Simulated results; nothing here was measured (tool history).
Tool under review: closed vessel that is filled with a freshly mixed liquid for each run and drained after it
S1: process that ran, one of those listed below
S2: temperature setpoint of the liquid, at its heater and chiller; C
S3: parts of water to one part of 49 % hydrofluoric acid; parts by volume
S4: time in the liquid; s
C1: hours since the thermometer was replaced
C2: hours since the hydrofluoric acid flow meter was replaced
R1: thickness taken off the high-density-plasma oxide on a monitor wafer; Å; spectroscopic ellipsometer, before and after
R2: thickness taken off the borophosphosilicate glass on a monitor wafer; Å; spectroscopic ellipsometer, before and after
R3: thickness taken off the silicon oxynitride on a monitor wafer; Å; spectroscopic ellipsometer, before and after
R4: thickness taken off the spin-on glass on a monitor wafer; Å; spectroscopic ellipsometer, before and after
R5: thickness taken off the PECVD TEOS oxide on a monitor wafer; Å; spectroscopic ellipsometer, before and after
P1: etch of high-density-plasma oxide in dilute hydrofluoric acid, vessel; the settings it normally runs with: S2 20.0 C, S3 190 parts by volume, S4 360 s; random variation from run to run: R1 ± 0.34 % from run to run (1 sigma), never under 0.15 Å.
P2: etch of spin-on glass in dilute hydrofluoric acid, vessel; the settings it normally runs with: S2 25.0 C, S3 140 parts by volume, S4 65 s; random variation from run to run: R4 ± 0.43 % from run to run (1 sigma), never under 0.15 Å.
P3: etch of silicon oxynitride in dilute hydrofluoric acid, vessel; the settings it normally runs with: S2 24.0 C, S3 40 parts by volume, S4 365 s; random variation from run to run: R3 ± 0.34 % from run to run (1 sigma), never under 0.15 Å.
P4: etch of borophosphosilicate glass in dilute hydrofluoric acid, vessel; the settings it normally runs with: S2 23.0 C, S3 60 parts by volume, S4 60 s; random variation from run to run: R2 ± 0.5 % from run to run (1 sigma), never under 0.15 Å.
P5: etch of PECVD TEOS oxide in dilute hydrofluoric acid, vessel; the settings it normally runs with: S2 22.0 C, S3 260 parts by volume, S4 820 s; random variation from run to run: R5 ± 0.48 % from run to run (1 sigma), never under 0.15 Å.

run 1 hour=10.3 | S1=P1 S2=20.0 S3=190 S4=360 | C1=330.1 C2=582.6 | R1=108.430
run 2 hour=20.7 | S1=P4 S2=23.0 S3=60 S4=60 | C1=340.5 C2=593.0 | R2=454.80
run 3 hour=29.8 | S1=P3 S2=24.0 S3=40 S4=105 | C1=349.6 C2=602.1 | R3=93.281
run 4 hour=39.4 | S1=P3 S2=17.0 S3=40 S4=365 | C1=359.2 C2=611.7 | R3=229.520
run 5 hour=55.4 | S1=P2 S2=25.0 S3=50 S4=65 | C1=375.2 C2=627.7 | R4=732.56
run 6 hour=70.8 | S1=P4 S2=30.5 S3=60 S4=60 | C1=390.6 C2=643.1 | R2=611.58
run 7 hour=78.4 | S1=P1 S2=17.0 S3=190 S4=360 | C1=398.2 C2=650.7 | R1=96.209
run 8 hour=92.8 | S1=P2 S2=33.5 S3=140 S4=65 | C1=412.6 C2=665.1 | R4=319.96
run 9 hour=104.2 | S1=P5 S2=17.0 S3=260 S4=820 | C1=424.0 C2=676.5 | R5=370.190
run 10 hour=119.6 | S1=P2 S2=25.0 S3=140 S4=65 | C1=439.4 C2=691.9 | R4=233.98
run 11 hour=129.6 | S1=P1 S2=26.0 S3=190 S4=360 | C1=449.4 C2=701.9 | R1=135.630
run 12 hour=145.1 | S1=P5 S2=22.0 S3=260 S4=30 | C1=464.9 C2=717.4 | R5=16.553
run 13 hour=157.1 | S1=P2 S2=25.0 S3=140 S4=30 | C1=476.9 C2=729.4 | R4=107.65
run 14 hour=167.5 | S1=P5 S2=22.0 S3=260 S4=820 | C1=487.3 C2=739.8 | R5=442.610
run 15 hour=182.6 | S1=P3 S2=24.0 S3=65 S4=365 | C1=502.4 C2=754.9 | R3=194.500
run 16 hour=191.8 | S1=P5 S2=22.0 S3=425 S4=820 | C1=511.6 C2=764.1 | R5=232.590
run 17 hour=201.3 | S1=P1 S2=20.0 S3=80 S4=360 | C1=521.1 C2=773.6 | R1=289.950
run 18 hour=208.7 | S1=P1 S2=20.0 S3=190 S4=360 | C1=528.5 C2=781.0 | R1=108.210
run 19 hour=225.0 | S1=P3 S2=24.0 S3=40 S4=365 | C1=544.8 C2=797.3 | R3=323.840
-- hour=241.6 thermometer replaced
run 20 hour=241.6 | S1=P1 S2=20.0 S3=190 S4=360 | C1=0.0 C2=813.9 | R1=107.910
run 21 hour=251.1 | S1=P1 S2=20.0 S3=190 S4=360 | C1=9.5 C2=823.4 | R1=108.890
run 22 hour=259.1 | S1=P5 S2=22.0 S3=260 S4=820 | C1=17.5 C2=831.4 | R5=441.940
run 23 hour=274.8 | S1=P1 S2=20.0 S3=330 S4=360 | C1=33.2 C2=847.1 | R1=54.779
run 24 hour=286.0 | S1=P1 S2=20.0 S3=190 S4=675 | C1=44.4 C2=858.3 | R1=202.750
run 25 hour=299.7 | S1=P4 S2=23.0 S3=60 S4=60 | C1=58.1 C2=872.0 | R2=454.84
run 26 hour=307.0 | S1=P4 S2=23.0 S3=60 S4=105 | C1=65.4 C2=879.3 | R2=794.10
run 27 hour=314.3 | S1=P4 S2=23.0 S3=95 S4=60 | C1=72.7 C2=886.6 | R2=275.18
run 28 hour=329.1 | S1=P1 S2=20.0 S3=190 S4=95 | C1=87.5 C2=901.4 | R1=28.366
run 29 hour=345.5 | S1=P1 S2=26.5 S3=190 S4=155 | C1=103.9 C2=917.8 | R1=59.924
run 30 hour=354.8 | S1=P3 S2=24.0 S3=40 S4=365 | C1=113.2 C2=927.1 | R3=323.870

Run 31 comes next. What will it give?
run 31 hour=365.0 | S1=P1 S2=20.0 S3=190 S4=360 | C1=123.4 C2=937.3 | R1=?

R1: 108.350 Å

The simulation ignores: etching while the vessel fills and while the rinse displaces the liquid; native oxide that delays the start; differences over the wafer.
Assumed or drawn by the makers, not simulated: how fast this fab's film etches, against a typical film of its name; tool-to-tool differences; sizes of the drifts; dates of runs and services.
